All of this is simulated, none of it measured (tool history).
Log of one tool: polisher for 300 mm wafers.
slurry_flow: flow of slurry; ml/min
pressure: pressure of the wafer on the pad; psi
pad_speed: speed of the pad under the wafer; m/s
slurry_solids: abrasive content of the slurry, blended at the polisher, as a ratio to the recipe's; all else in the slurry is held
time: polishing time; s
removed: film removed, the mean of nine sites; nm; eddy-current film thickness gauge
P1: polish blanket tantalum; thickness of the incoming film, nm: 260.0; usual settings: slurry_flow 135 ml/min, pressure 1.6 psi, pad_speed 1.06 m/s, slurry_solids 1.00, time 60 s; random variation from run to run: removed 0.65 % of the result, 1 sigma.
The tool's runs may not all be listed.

run  hour  slurry_flow  pressure  pad_speed  slurry_solids  time  wafers polished on this pad  hours since the slurry nozzle was cleaned  hours since the head pressure was calibrated  hours since the slurry blender was calibrated  removed
  1   6.1          135       1.6       1.06           1.00    60                          777                                      539.7                                         647.3                                          147.2   77.234
  2  15.7          135       1.6       1.68           1.00    60                          889                                      549.3                                         656.9                                          156.8  123.760
  3  21.8           80       1.6       1.06           1.00    60                          960                                      555.4                                         663.0                                          162.9   68.085
  4  31.7          135       1.6       1.06           1.00    34                         1076                                      565.3                                         672.9                                          172.8   43.914
  5  41.3          205       1.6       1.06           0.65    60                         1188                                      574.9                                         682.5                                          182.4   71.307
  6  46.4          135       1.6       1.06           1.00    60                         1248                                      580.0                                         687.6                                          187.5   78.270
  7  53.9          135       0.7       1.06           1.00    60                         1335                                      587.5                                         695.1                                          195.0   33.545
  8  59.8          135       1.6       0.48           1.00    60                         1404                                      593.4                                         701.0                                          200.9   34.826
  9  65.3          190       1.6       1.06           1.00    60                         1468                                      598.9                                         706.5                                          206.4   82.328
 10  72.8          135       1.6       1.06           1.00    85                         1556                                      606.4                                         714.0                                          213.9  109.440
 11  82.5          195       2.1       1.06           1.00    60                         1669                                      616.1                                         723.7                                          223.6  108.520
 12  88.9          135       1.6       1.06           1.00    60                         1744                                      622.5                                         730.1                                          230.0   77.816

Forecast run 13:
 13  96.8          135       1.6       1.06           1.40    60                         1837                                      630.4                                         738.0                                          237.9        ?

removed: 84.367 nm
